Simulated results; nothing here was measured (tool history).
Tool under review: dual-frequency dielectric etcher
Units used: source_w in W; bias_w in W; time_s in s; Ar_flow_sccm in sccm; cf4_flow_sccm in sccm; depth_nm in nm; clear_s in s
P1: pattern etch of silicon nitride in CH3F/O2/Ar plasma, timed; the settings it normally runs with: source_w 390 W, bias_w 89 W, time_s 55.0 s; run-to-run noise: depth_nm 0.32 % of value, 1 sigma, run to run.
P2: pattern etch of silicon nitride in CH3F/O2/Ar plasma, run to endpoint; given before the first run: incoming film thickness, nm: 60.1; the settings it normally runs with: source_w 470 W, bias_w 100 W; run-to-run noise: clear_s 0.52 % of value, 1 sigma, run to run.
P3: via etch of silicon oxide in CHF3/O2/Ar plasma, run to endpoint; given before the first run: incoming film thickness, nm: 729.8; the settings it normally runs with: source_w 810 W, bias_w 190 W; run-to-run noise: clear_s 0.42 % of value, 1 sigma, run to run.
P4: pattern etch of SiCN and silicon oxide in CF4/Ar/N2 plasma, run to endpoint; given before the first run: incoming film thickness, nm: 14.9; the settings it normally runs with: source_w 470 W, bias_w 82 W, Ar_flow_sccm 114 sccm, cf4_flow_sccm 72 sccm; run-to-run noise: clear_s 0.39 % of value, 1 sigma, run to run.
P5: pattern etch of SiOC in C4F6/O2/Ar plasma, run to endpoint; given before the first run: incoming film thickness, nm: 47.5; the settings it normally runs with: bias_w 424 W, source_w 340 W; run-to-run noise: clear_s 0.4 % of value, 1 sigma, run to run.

run	day	process	source_w	bias_w	time_s	Ar_flow_sccm	cf4_flow_sccm	hours since the last wet clean	hours since the last source power generator calibration	hours since the last bias power generator calibration	depth_nm	clear_s
1	0.233	P1	390	89	55.0			377.2	1705.1	492.0	39.855	
2	0.425	P2	470	133				381.8	1709.7	496.6		63.934
3	0.662	P1	390	89	55.0			387.5	1715.4	502.3	39.936	
4	0.858	P1	390	89	55.0			392.2	1720.1	507.0	40.086	
5	1.067	P1	390	106	36.0			397.2	1725.1	512.0	27.818	
6	1.300	P5	340	424				402.8	1730.7	517.6		18.094
7	1.483	P1	390	89	30.5			407.2	1735.1	522.0	22.052	
8	1.621	P5	270	424				410.5	1738.4	525.3		19.745
9	1.846	P2	290	100				415.9	1743.8	530.7		85.269
10	1.996	P4	470	82		145	72	419.5	1747.4	534.3		16.578
11	2.158	P3	810	229				423.4	1751.3	538.2		309.220
12	2.312	P1	390	89	55.0			427.1	1755.0	541.9	39.983	
13	2.533	P1	390	89	55.0			432.4	1760.3	547.2	39.841	
14	2.692	P1	490	115	55.0			436.2	1764.1	551.0	47.829	
15	2.854	P3	810	190				440.1	1768.0	554.9		328.530
16	2.971	P1	390	89	55.0			442.9	1770.8	557.7	39.989	
17	3.104	P3	810	190				446.1	1774.0	560.9		329.090
18	3.308	P1	390	109	55.0			451.0	1778.9	565.8	43.038	
19	3.558	P3	1060	190				457.0	1784.9	571.8		297.460
20	3.688	P5	340	254				460.1	1788.0	574.9		21.865
21	3.925	P4	470	82		114	72	465.8	1793.7	580.6		15.947
22	4.183	P1	390	67	55.0			472.0	1799.9	586.8	36.255	
23	4.425	P2	470	100				477.8	1805.7	592.6		71.117
24	4.596	P4	470	102		114	72	481.9	1809.8	596.7		14.836
25	4.838	P5	340	424				487.7	1815.6	602.5		18.084
26	5.096	P4	470	82		114	51	493.9	1821.8	608.7		16.854
27	5.300	P4	470	82		114	72	498.8	1826.7	613.6		15.965

Run 28 has not been measured yet. What should we expect?
28	5.462	P4	610	82		114	72	502.7	1830.6	617.5		?

Run 28 produced clear_s 12.651 s.
